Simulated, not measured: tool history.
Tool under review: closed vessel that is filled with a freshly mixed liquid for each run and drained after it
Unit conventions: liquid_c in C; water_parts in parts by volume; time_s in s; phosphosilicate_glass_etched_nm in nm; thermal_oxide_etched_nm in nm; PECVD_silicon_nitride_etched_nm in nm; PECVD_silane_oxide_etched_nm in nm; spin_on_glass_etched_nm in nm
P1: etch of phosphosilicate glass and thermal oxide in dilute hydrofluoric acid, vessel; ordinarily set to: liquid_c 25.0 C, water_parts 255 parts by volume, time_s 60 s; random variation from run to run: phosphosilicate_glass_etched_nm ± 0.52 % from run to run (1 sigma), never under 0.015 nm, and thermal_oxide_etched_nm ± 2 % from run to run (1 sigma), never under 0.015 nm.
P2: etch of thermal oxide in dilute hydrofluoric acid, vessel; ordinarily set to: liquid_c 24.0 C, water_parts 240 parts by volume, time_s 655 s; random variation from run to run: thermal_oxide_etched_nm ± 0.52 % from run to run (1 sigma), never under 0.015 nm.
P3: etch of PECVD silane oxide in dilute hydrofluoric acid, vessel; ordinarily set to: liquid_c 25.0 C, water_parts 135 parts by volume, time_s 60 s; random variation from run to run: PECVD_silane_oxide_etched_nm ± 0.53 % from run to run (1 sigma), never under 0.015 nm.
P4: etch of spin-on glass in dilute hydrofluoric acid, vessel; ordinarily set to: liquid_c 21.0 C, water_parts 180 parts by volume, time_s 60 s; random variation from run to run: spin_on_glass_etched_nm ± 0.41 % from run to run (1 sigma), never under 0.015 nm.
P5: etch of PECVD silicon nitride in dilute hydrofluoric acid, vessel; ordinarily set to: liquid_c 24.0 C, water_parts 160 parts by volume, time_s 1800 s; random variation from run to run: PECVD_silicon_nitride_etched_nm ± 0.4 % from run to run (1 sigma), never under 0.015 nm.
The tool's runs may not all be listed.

run,day,process,liquid_c,water_parts,time_s,hours since the thermometer was replaced,hours since the hydrofluoric acid flow meter was replaced,phosphosilicate_glass_etched_nm,thermal_oxide_etched_nm,PECVD_silicon_nitride_etched_nm,PECVD_silane_oxide_etched_nm,spin_on_glass_etched_nm
1,0.646,P1,25.0,255,60,1541.5,736.0,12.4480,1.00500,,,
2,1.179,P5,17.0,160,1800,1554.3,748.8,,,17.269,,
3,1.800,P3,25.0,220,60,1569.2,763.7,,,,12.238,
4,2.125,P2,20.0,240,655,1577.0,771.5,,9.49330,,,
5,2.521,P4,17.0,180,60,1586.5,781.0,,,,,7.3490
6,3.171,P3,19.0,135,60,1602.1,796.6,,,,17.143,
7,3.471,P1,21.5,255,60,1609.3,803.8,10.8140,0.92748,,,
8,4.108,P1,25.0,430,60,1624.6,819.1,6.2477,0.49678,,,
9,4.679,P5,24.0,60,1800,1638.3,832.8,,,72.149,,
10,5.067,P4,21.0,180,60,1647.6,842.1,,,,,8.6371
11,5.642,P2,24.0,240,30,1661.4,855.9,,0.50428,,,
12,6.283,P5,24.0,160,1800,1676.8,871.3,,,27.165,,
13,6.792,P1,25.0,440,30,1689.0,883.5,3.0385,0.25885,,,
14,7.421,P1,25.0,255,30,1704.1,898.6,6.2010,0.53955,,,
15,7.733,P4,21.0,325,60,1711.6,906.1,,,,,4.1199
16,8.158,P1,25.0,255,95,1721.8,916.3,19.4870,1.58350,,,
17,8.667,P2,24.0,240,655,1734.0,928.5,,11.05000,,,
18,9.238,P3,25.0,135,60,1747.7,942.2,,,,21.827,
19,9.754,P2,24.0,440,655,1760.1,954.6,,4.95320,,,
20,10.071,P1,31.5,255,90,1767.7,962.2,23.0490,1.87400,,,
21,10.500,P1,25.0,145,60,1778.0,972.5,24.7190,1.94050,,,
22,11.117,P1,25.0,255,60,1792.8,987.3,12.5030,1.00570,,,
23,11.492,P3,25.0,135,110,1801.8,996.3,,,,39.849,
24,12.154,P1,30.0,255,60,1817.7,1012.2,14.7420,1.17340,,,
25,12.808,P4,21.0,180,30,1833.4,1027.9,,,,,4.3181
26,13.483,P1,21.0,450,60,1849.6,1044.1,5.1430,0.42866,,,
27,13.933,P5,24.0,160,2770,1860.4,1054.9,,,42.243,,
28,14.400,P1,25.0,255,60,1871.6,1066.1,12.4790,0.97696,,,
29,15.029,P1,25.0,255,60,1886.7,1081.2,12.4430,1.00720,,,
30,15.692,P3,25.0,135,60,1902.6,1097.1,,,,21.910,
31,16.358,P1,25.0,255,60,1918.6,1113.1,12.3870,1.05170,,,
32,16.662,P1,25.0,255,60,1925.9,1120.4,12.1130,0.93456,,,
33,17.138,P1,25.0,255,60,1937.3,1131.8,11.8470,0.95070,,,
34,17.604,P1,25.0,255,60,1948.5,1143.0,11.6960,0.97026,,,
35,18.138,P1,25.0,255,60,1961.3,1155.8,11.6400,0.91721,,,
36,18.471,P1,25.0,255,60,1969.3,1163.8,11.6330,0.95545,,,
37,19.112,P1,25.0,255,60,1984.7,1179.2,11.5020,0.87263,,,
38,19.721,P1,25.0,255,60,1999.3,1193.8,11.5240,0.89212,,,
39,20.192,P1,25.0,255,60,2010.6,1205.1,11.5280,0.89504,,,
40,20.508,P1,25.0,255,60,2018.2,1212.7,11.4440,0.89288,,,
41,21.171,P1,25.0,255,60,2034.1,1228.6,11.4230,0.95325,,,

What P1 gives has crept off from where it sat before. The 2 causes that follow fit the log equally well, each at the size noted:
A: liquid colder than its thermometer reads (K) = 2.22
B: hydrofluoric acid flow below the setpoint (%) = 6.05
The drift started at roughly day 16.358.

Listed below are the offered check runs, one wafer per run, with question marks in place of results. For which of them would the causes give clearly different outcomes?
check 1,21.833,P4,21.0,240,60,,,,,,,?
check 2,21.833,P5,24.0,85,1800,,,,,?,,
check 3,21.833,P2,24.0,355,150,,,,?,,,
check 4,21.833,P3,25.0,215,95,,,,,,?,

What each check would give under each cause:
check,result,if A,if B
check 1,spin_on_glass_etched_nm,5.5964,5.6338
check 2,PECVD_silicon_nitride_etched_nm,44.158,48.177
check 3,thermal_oxide_etched_nm,1.41330,1.40260
check 4,PECVD_silane_oxide_etched_nm,18.253,18.328
Minimum pairwise separation of causes per check, each pair taken at its best-separating result: check 1 0.67 %; check 2 8.71 %; check 3 0.76 %; check 4 0.41 %
Check 2 is the one run that separates the causes; every other check would come out nearly the same whichever cause is at work.

The results of check 2 are: PECVD_silicon_nitride_etched_nm 47.786 nm. Based on these, which of the listed causes is it?

The cause is B: hydrofluoric acid flow below the setpoint (%).

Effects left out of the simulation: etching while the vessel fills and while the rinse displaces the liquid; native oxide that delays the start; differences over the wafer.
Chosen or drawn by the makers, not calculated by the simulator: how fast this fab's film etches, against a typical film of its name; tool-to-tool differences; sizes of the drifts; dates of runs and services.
